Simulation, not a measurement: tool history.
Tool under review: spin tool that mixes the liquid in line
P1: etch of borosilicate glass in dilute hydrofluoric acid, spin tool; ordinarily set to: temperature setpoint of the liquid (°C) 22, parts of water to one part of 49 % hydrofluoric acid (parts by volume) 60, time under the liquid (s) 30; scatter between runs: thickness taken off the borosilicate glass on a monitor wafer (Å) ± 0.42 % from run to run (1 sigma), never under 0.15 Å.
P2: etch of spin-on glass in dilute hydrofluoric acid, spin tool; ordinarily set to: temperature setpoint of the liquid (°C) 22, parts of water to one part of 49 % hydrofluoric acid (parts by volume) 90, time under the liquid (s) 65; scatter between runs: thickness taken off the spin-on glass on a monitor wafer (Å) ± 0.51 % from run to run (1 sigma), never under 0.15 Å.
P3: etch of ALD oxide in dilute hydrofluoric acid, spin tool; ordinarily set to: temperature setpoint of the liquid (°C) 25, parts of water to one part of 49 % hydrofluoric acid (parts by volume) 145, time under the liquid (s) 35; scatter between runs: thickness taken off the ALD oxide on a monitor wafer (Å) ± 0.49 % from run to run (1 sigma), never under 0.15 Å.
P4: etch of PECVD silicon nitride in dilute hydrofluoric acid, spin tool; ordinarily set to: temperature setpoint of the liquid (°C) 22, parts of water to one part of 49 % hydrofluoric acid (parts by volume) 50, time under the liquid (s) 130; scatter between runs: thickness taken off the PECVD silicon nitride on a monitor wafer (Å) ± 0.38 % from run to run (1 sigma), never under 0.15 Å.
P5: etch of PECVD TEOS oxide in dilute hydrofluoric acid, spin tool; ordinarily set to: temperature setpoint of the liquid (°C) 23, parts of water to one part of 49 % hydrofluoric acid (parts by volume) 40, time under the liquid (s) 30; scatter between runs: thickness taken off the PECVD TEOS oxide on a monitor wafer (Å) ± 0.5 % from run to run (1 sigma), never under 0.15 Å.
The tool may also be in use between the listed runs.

run   hour  process that ran  temperature setpoint of the liquid (°C)  parts of water to one part of 49 % hydrofluoric acid (parts by volume)  time under the liquid (s)  thickness taken off the borosilicate glass on a monitor wafer (Å)  thickness taken off the PECVD silicon nitride on a monitor wafer (Å)  thickness taken off the spin-on glass on a monitor wafer (Å)  thickness taken off the ALD oxide on a monitor wafer (Å)  thickness taken off the PECVD TEOS oxide on a monitor wafer (Å)
  1   13.1                P1                                       22                                                                      60                         30                                                             121.89
  2   24.5                P1                                       22                                                                      60                         45                                                             185.72
  3   36.6                P1                                       22                                                                      60                         30                                                             123.58
  4   46.1                P4                                       22                                                                      90                        130                                                                                                                                   66.844
  5   55.9                P2                                       22                                                                      90                         65                                                                                                                                                                                                 312.96
  6   70.6                P2                                       22                                                                      90                        130                                                                                                                                                                                                 622.51
  7   82.7                P3                                       25                                                                     145                         35                                                                                                                                                                                                                                                           68.847
  8   92.1                P1                                       22                                                                     100                         30                                                             70.325
  9  106.7                P1                                       22                                                                      30                         30                                                             255.27
 10    125                P3                                       25                                                                     145                         20                                                                                                                                                                                                                                                           39.024
 11  140.8                P4                                       22                                                                      50                        250                                                                                                                                    229.9
 12  154.4                P1                                       22                                                                      60                         15                                                             61.287
 13  172.8                P5                                       31                                                                      40                         30                                                                                                                                                                                                                                                                                                                            316.45
 14  181.7                P1                                     29.5                                                                      95                         30                                                             100.01
 15    191                P1                                     28.5                                                                      90                         30                                                              102.8
 16  202.4                P5                                       23                                                                      40                         45                                                                                                                                                                                                                                                                                                                            347.42
 17  214.5                P4                                       17                                                                      50                        130                                                                                                                                   83.451
 18  225.7                P4                                       22                                                                      50                        130                                                                                                                                   119.16
 19  238.4                P1                                       26                                                                      60                         60                                                             289.22
 20  255.8                P3                                       25                                                                     145                         35                                                                                                                                                                                                                                                            68.32
 21  266.4                P1                                       18                                                                      60                         30                                                             103.88
 22  276.2                P1                                       22                                                                      60                         30                                                              122.7
 23  287.5                P2                                       22                                                                      45                         65                                                                                                                                                                                                  661.7
 24  300.8                P5                                       23                                                                      40                         30                                                                                                                                                                                                                                                                                                                            229.51
 25  314.4                P3                                       25                                                                      60                         35                                                                                                                                                                                                                                                           184.33
 26  327.2                P1                                       22                                                                      60                         30                                                             122.85
 27  346.1                P3                                     30.5                                                                     145                         35                                                                                                                                                                                                                                                           83.965
 28  364.1                P5                                       23                                                                      20                         30                                                                                                                                                                                                                                                                                                                            474.12
 29  378.4                P2                                       27                                                                      90                         65                                                                                                                                                                                                  382.4
 30  393.6                P1                                       27                                                                      60                         30                                                             151.18
 31  410.4                P1                                       22                                                                      60                         30                                                             122.82
 32  421.9                P1                                       22                                                                      60                         30                                                             125.45
 33  436.3                P1                                       22                                                                      60                         30                                                             127.67
 34  449.2                P1                                       22                                                                      60                         30                                                             127.22
 35  461.2                P1                                       22                                                                      60                         30                                                             129.68
 36  478.8                P1                                       22                                                                      60                         30                                                             130.19
 37  493.5                P1                                       22                                                                      60                         30                                                                131
 38  506.3                P1                                       22                                                                      60                         30                                                              130.5
 39  518.8                P1                                       22                                                                      60                         30                                                             131.58
 40  527.6                P1                                       22                                                                      60                         30                                                             131.14
 41  539.7                P1                                       22                                                                      60                         30                                                             130.81
 42  555.4                P1                                       22                                                                      60                         30                                                             130.55

What P1 gives has crept off from where it sat before. The 2 causes that follow fit the log equally well, each at the size noted:
A: hydrofluoric acid flow above the setpoint (%) = 6.41
B: liquid hotter than its thermometer reads (K) = 1.62
The gradual shift began around hour 410.4.

Listed below are the offered check runs, one wafer per run, with question marks in place of results. For which of them would the causes give clearly different outcomes?
check 1  571.1                P3                                       25                                                                     145                         35                                                                                                                                                                                                                                                                ?
check 2  571.1                P2                                       22                                                                      90                         65                                                                                                                                                                                                      ?
check 3  571.1                P4                                       22                                                                      50                        130                                                                                                                                        ?
check 4  571.1                P5                                       23                                                                      40                         30                                                                                                                                                                                                                                                                                                                                 ?

What each check would give under each cause:
  check                                                                result    if A    if B
check 1              thickness taken off the ALD oxide on a monitor wafer (Å)  73.711  72.874
check 2          thickness taken off the spin-on glass on a monitor wafer (Å)  334.92  333.83
check 3  thickness taken off the PECVD silicon nitride on a monitor wafer (Å)  126.05  132.47
check 4       thickness taken off the PECVD TEOS oxide on a monitor wafer (Å)  245.57  246.07
Gap, in per cent, between the two causes that each check separates least, read from the result that separates them most: check 1 1.14 %; check 2 0.32 %; check 3 4.97 %; check 4 0.2 %
Check 3 distinguishes between the causes, while the remaining checks would return nearly the same result for all of them.

Running check 3 produced the following: thickness taken off the PECVD silicon nitride on a monitor wafer (Å) 126.6. Which one of the listed causes fits?

Of the candidate causes, it is A: hydrofluoric acid flow above the setpoint (%).
